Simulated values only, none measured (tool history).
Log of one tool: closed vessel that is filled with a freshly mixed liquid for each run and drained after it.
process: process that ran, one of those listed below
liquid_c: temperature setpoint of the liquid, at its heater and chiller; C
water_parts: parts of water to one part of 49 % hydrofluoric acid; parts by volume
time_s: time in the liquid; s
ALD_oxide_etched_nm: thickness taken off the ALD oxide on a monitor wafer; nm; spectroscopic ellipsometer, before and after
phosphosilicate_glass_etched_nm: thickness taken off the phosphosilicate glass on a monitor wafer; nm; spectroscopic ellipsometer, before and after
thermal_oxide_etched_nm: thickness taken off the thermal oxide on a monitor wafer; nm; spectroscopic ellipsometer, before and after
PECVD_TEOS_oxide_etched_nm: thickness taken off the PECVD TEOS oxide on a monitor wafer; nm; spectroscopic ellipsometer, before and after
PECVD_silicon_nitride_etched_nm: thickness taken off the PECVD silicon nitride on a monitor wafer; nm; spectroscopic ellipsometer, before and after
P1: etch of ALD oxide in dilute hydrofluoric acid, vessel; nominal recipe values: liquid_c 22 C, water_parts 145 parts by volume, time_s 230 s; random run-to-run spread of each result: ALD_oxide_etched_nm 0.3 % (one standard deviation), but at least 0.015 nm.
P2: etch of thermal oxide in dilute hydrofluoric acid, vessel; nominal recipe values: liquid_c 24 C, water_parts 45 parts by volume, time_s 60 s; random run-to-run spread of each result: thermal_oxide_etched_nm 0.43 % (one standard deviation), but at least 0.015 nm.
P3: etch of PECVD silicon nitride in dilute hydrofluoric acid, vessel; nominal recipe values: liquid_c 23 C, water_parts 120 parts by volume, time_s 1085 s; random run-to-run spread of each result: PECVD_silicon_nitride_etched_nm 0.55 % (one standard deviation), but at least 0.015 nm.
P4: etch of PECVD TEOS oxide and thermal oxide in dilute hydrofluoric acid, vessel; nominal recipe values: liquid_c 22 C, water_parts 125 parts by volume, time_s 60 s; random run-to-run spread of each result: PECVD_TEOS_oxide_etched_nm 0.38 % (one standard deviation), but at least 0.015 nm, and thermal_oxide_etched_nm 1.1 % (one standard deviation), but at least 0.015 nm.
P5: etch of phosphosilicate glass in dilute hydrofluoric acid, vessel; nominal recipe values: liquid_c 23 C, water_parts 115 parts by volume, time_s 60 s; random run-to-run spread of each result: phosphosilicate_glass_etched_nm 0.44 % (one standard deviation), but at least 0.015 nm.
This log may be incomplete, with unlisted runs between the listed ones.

run    day  process  liquid_c  water_parts  time_s  hours since the thermometer was replaced  hours since the hydrofluoric acid flow meter was replaced  ALD_oxide_etched_nm  phosphosilicate_glass_etched_nm  thermal_oxide_etched_nm  PECVD_TEOS_oxide_etched_nm  PECVD_silicon_nitride_etched_nm
  1  0.158       P1        22          145     230                                    1073.7                                                      383.9               32.555
  2  0.350       P5        23          210      60                                    1078.3                                                      388.5                                                47.592
  3  0.546       P2        29           45      60                                    1083.0                                                      393.2                                                                         8.1010
  4  0.729       P1        22          145     230                                    1087.4                                                      397.6               32.419
  5  0.879       P4        17          125      60                                    1091.0                                                      401.2                                                                         1.6732                      5.9413
  6  1.075       P5        23          115     110                                    1095.7                                                      405.9                                               178.210
  7  1.250       P1        22           60     230                                    1099.9                                                      410.1               87.369
  8  1.383       P2        24           45      35                                    1103.1                                                      413.3                                                                         3.8445
  9  1.512       P4        22          125      60                                    1106.2                                                      416.4                                                                         2.0161                      7.3541
 10  1.692       P1        22          145     345                                    1110.5                                                      420.7               48.945
 11  1.833       P2        24           45      60                                    1113.9                                                      424.1                                                                         6.6028
 12  1.942       P5        17          115      60                                    1116.5                                                      426.7                                                75.817
 13  2.046       P1        30          145     230                                    1119.0                                                      429.2               44.171
 14  2.229       P3        23           35    1085                                    1123.4                                                      433.6                                                                                                                                     73.5720
 15  2.433       P1        22          250     230                                    1128.3                                                      438.5               17.044
 16  2.567       P5        23          115      60                                    1131.5                                                      441.7                                                96.922
 17  2.683       P3        23          120     420                                    1134.3                                                      444.5                                                                                                                                      8.4828
 18  2.838       P3        23          120    1085                                    1138.0                                                      448.2                                                                                                                                     21.7310
 19  3.042       P4        22          125      30                                    1142.9                                                      453.1                                                                         1.0236                      3.6692
 20  3.150       P1        17          145     230                                    1145.5                                                      455.7               26.651
 21  3.292       P1        22          145     230                                    1148.9                                                      459.1               32.715
 22  3.417       P1        22          145     230                                    1151.9                                                      462.1               32.514
 23  3.562       P2        24           45      60                                    1155.4                                                      465.6                                                                         6.6751
 24  3.725       P1        22          145     230                                    1159.3                                                      469.5               32.580
 25  3.917       P4        22          125      60                                    1163.9                                                      474.1                                                                         1.9897                      7.3331
 26  4.121       P1        22          145     100                                    1168.8                                                      479.0               14.189
 27  4.238       P2        24           20      60                                    1171.6                                                      481.8                                                                        15.3960
 28  4.358       P3        29          120    1085                                    1174.5                                                      484.7                                                                                                                                     31.9050
 29  4.562       P1        22          250     330                                    1179.4                                                      489.6               24.346

Expected results for the next run?
 30  4.688       P4        22          180      60                                    1182.4                                                      492.6                                                                              ?                           ?

thermal_oxide_etched_nm: 1.3316 nm
PECVD_TEOS_oxide_etched_nm: 4.8104 nm
